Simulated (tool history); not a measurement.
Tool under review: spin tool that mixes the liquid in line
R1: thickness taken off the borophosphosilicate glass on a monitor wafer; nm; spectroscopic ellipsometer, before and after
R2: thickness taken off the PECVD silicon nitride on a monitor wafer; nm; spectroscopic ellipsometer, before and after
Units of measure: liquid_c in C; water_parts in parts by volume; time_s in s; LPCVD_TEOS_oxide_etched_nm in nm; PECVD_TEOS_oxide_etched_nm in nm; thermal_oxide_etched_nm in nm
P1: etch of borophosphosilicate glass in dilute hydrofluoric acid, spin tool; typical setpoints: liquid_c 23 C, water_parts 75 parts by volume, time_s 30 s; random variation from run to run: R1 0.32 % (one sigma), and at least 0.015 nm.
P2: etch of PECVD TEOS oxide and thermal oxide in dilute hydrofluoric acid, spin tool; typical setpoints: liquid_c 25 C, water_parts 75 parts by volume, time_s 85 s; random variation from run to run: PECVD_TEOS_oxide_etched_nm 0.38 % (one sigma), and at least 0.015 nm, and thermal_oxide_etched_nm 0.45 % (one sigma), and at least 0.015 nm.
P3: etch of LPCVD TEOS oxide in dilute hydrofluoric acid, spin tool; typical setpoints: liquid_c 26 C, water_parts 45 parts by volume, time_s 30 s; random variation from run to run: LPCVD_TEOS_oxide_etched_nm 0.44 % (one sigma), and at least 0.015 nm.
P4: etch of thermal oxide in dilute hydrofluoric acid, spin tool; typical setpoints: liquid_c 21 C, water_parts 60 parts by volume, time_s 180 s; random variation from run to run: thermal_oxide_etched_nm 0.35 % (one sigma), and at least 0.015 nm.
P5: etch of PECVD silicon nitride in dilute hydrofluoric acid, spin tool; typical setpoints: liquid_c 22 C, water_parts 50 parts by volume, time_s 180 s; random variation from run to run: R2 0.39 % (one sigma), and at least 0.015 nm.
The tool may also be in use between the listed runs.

run 1 hour=15.1 | process=P1 liquid_c=23 water_parts=75 time_s=30 | R1=15.339
run 2 hour=28.6 | process=P1 liquid_c=23 water_parts=135 time_s=45 | R1=11.858
run 3 hour=36 | process=P5 liquid_c=22 water_parts=50 time_s=65 | R2=3.4617
run 4 hour=44.2 | process=P5 liquid_c=22 water_parts=50 time_s=180 | R2=9.6166
run 5 hour=51.2 | process=P3 liquid_c=26 water_parts=45 time_s=30 | LPCVD_TEOS_oxide_etched_nm=42.406
run 6 hour=66.3 | process=P1 liquid_c=23 water_parts=115 time_s=30 | R1=9.4893
run 7 hour=77.7 | process=P2 liquid_c=25 water_parts=75 time_s=150 | PECVD_TEOS_oxide_etched_nm=56.116 thermal_oxide_etched_nm=10.439
run 8 hour=91.6 | process=P1 liquid_c=17 water_parts=75 time_s=30 | R1=11.869
run 9 hour=105.7 | process=P3 liquid_c=26 water_parts=65 time_s=30 | LPCVD_TEOS_oxide_etched_nm=28.403
run 10 hour=120.6 | process=P5 liquid_c=17 water_parts=50 time_s=180 | R2=6.8024
run 11 hour=128.6 | process=P5 liquid_c=22 water_parts=20 time_s=180 | R2=23.333
run 12 hour=136.7 | process=P4 liquid_c=25.5 water_parts=60 time_s=180 | thermal_oxide_etched_nm=16.048
run 13 hour=148.4 | process=P1 liquid_c=23 water_parts=75 time_s=30 | R1=15.261
run 14 hour=161 | process=P4 liquid_c=21 water_parts=20 time_s=180 | thermal_oxide_etched_nm=41.965
run 15 hour=170 | process=P1 liquid_c=23 water_parts=75 time_s=30 | R1=15.252
run 16 hour=178.3 | process=P4 liquid_c=21 water_parts=60 time_s=330 | thermal_oxide_etched_nm=24.441
run 17 hour=186.7 | process=P5 liquid_c=22 water_parts=50 time_s=180 | R2=9.6612
run 18 hour=199.9 | process=P1 liquid_c=23 water_parts=115 time_s=55 | R1=17.395
run 19 hour=214.4 | process=P4 liquid_c=21 water_parts=60 time_s=180 | thermal_oxide_etched_nm=13.343
run 20 hour=229.3 | process=P2 liquid_c=25 water_parts=75 time_s=85 | PECVD_TEOS_oxide_etched_nm=31.712 thermal_oxide_etched_nm=5.8741
run 21 hour=239.9 | process=P3 liquid_c=30.5 water_parts=45 time_s=30 | LPCVD_TEOS_oxide_etched_nm=50.219
run 22 hour=248.7 | process=P1 liquid_c=23 water_parts=75 time_s=15 | R1=7.5998
run 23 hour=258 | process=P2 liquid_c=17 water_parts=75 time_s=85 | PECVD_TEOS_oxide_etched_nm=22.756 thermal_oxide_etched_nm=4.2202
run 24 hour=271.3 | process=P2 liquid_c=25 water_parts=20 time_s=85 | PECVD_TEOS_oxide_etched_nm=127.4 thermal_oxide_etched_nm=23.786
run 25 hour=284.4 | process=P1 liquid_c=17.5 water_parts=75 time_s=50 | R1=20.12
run 26 hour=292.3 | process=P1 liquid_c=23 water_parts=75 time_s=55 | R1=28.03
run 27 hour=302.8 | process=P1 liquid_c=23 water_parts=45 time_s=30 | R1=26.471
-- hour=303.4 thermometer replaced
run 28 hour=311.2 | process=P1 liquid_c=30.5 water_parts=75 time_s=30 | R1=20.519
run 29 hour=320.6 | process=P3 liquid_c=26 water_parts=45 time_s=15 | LPCVD_TEOS_oxide_etched_nm=21.229
run 30 hour=335.2 | process=P2 liquid_c=25 water_parts=75 time_s=85 | PECVD_TEOS_oxide_etched_nm=31.845 thermal_oxide_etched_nm=5.8671
run 31 hour=343.7 | process=P1 liquid_c=23 water_parts=75 time_s=30 | R1=15.291
run 32 hour=353.2 | process=P3 liquid_c=26 water_parts=45 time_s=30 | LPCVD_TEOS_oxide_etched_nm=42.155
run 33 hour=367.4 | process=P1 liquid_c=23 water_parts=75 time_s=30 | R1=15.252
run 34 hour=378.5 | process=P1 liquid_c=23 water_parts=75 time_s=30 | R1=15.643
run 35 hour=391.7 | process=P1 liquid_c=23 water_parts=75 time_s=30 | R1=15.868
run 36 hour=401.1 | process=P1 liquid_c=23 water_parts=75 time_s=30 | R1=15.861
run 37 hour=416.3 | process=P1 liquid_c=23 water_parts=75 time_s=30 | R1=16.076
run 38 hour=428 | process=P1 liquid_c=23 water_parts=75 time_s=30 | R1=16.224
run 39 hour=440.2 | process=P1 liquid_c=23 water_parts=75 time_s=30 | R1=16.198
run 40 hour=448.5 | process=P1 liquid_c=23 water_parts=75 time_s=30 | R1=16.151
run 41 hour=461.6 | process=P1 liquid_c=23 water_parts=75 time_s=30 | R1=16.209
run 42 hour=473.3 | process=P1 liquid_c=23 water_parts=75 time_s=30 | R1=16.135
run 43 hour=485.7 | process=P1 liquid_c=23 water_parts=75 time_s=30 | R1=16.154

What P1 gives has crept away from where it was. These 2 causes fit the log equally well, each at the size given:
A: liquid hotter than its thermometer reads (K) = 1.48
B: hydrofluoric acid flow above the setpoint (%) = 5.6
Onset of the creep was near hour 367.4.

Each of the 4 check runs below uses one wafer; its results are left as question marks. Which run tells the causes apart?
run check 1 hour=498.1 | process=P5 liquid_c=22 water_parts=50 time_s=180 | R2=?
run check 2 hour=498.1 | process=P2 liquid_c=25 water_parts=75 time_s=85 | PECVD_TEOS_oxide_etched_nm=? thermal_oxide_etched_nm=?
run check 3 hour=498.1 | process=P4 liquid_c=21 water_parts=60 time_s=180 | thermal_oxide_etched_nm=?
run check 4 hour=498.1 | process=P3 liquid_c=26 water_parts=45 time_s=30 | LPCVD_TEOS_oxide_etched_nm=?

If the cause were each of the candidates in turn, the checks would give the following:
check=check_1 result=R2 if_A=10.631 if_B=10.136
check=check_2 result=PECVD_TEOS_oxide_etched_nm if_A=33.666 if_B=33.696
check=check_2 result=thermal_oxide_etched_nm if_A=6.2409 if_B=6.2465
check=check_3 result=thermal_oxide_etched_nm if_A=14.153 if_B=14.107
check=check_4 result=LPCVD_TEOS_oxide_etched_nm if_A=44.866 if_B=44.779
Per check, the gap between the least separated pair of causes, taken in the result that splits them most: check 1 4.77 %; check 2 0.09 %; check 3 0.32 %; check 4 0.19 %
Only check 1 tells the causes apart: in the others they would give nearly the same result.

Here is what check 1 returned: R2 10.041 nm. Which cause is it?

Of the candidate causes, it is B: hydrofluoric acid flow above the setpoint (%).

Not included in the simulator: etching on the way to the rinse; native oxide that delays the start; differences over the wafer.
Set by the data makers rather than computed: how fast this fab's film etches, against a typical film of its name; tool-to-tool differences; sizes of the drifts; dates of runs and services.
